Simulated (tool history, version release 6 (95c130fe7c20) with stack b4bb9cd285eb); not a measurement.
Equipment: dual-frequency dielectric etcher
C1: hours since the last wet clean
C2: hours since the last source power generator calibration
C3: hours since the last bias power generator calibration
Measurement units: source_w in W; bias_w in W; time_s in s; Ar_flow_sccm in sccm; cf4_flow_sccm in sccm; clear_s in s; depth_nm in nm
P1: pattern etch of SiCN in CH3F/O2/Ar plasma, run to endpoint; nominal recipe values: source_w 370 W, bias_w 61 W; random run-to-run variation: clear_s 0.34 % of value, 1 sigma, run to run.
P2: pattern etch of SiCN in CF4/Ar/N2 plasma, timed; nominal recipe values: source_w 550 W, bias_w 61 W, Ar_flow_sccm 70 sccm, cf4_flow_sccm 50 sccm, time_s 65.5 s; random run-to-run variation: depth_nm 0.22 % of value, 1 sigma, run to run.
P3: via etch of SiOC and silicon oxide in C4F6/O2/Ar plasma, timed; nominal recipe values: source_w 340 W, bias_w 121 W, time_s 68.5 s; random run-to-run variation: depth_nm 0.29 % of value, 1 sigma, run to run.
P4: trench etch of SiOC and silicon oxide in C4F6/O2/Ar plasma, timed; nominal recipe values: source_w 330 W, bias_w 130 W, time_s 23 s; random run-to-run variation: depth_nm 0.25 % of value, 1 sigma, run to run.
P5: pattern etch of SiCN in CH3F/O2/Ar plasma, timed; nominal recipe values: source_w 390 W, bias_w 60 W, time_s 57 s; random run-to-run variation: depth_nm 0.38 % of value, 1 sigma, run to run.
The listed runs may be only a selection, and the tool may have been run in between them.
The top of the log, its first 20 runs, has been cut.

{"run": 21, "hour": 113.9, "process": "P3", "source_w": 340, "bias_w": 95, "time_s": 68.5, "C1": 83.6, "C2": 663.7, "C3": 3392.7, "depth_nm": 60.175}
{"run": 22, "hour": 118.8, "process": "P5", "source_w": 390, "bias_w": 60, "time_s": 31.5, "C1": 88.5, "C2": 668.6, "C3": 3397.6, "depth_nm": 10.675}
{"run": 23, "hour": 123.5, "process": "P1", "source_w": 370, "bias_w": 61, "C1": 93.2, "C2": 673.3, "C3": 3402.3, "clear_s": 33.081}
{"run": 24, "hour": 130.2, "process": "P5", "source_w": 390, "bias_w": 35, "time_s": 57, "C1": 99.9, "C2": 680, "C3": 3409, "depth_nm": 16.21}
{"run": 25, "hour": 133.6, "process": "P3", "source_w": 340, "bias_w": 121, "time_s": 44, "C1": 103.3, "C2": 683.4, "C3": 3412.4, "depth_nm": 41.338}
{"run": 26, "hour": 139.5, "process": "P1", "source_w": 260, "bias_w": 61, "C1": 109.2, "C2": 689.3, "C3": 3418.3, "clear_s": 38.123}
{"run": 27, "hour": 145.6, "process": "P1", "source_w": 370, "bias_w": 82, "C1": 115.3, "C2": 695.4, "C3": 3424.4, "clear_s": 29.903}
{"run": 28, "hour": 153.0, "process": "P2", "source_w": 550, "bias_w": 61, "time_s": 65.5, "Ar_flow_sccm": 70, "cf4_flow_sccm": 50, "C1": 122.7, "C2": 702.8, "C3": 3431.8, "depth_nm": 63.194}
{"run": 29, "hour": 159.4, "process": "P4", "source_w": 330, "bias_w": 86, "time_s": 23, "C1": 129.1, "C2": 709.2, "C3": 3438.2, "depth_nm": 35.287}

Run 30 comes next. What will it give?
{"run": 30, "hour": 163.3, "process": "P1", "source_w": 370, "bias_w": 61, "C1": 133, "C2": 713.1, "C3": 3442.1, "clear_s": "?"}

For run 30 the tool returned clear_s 33.27 s.
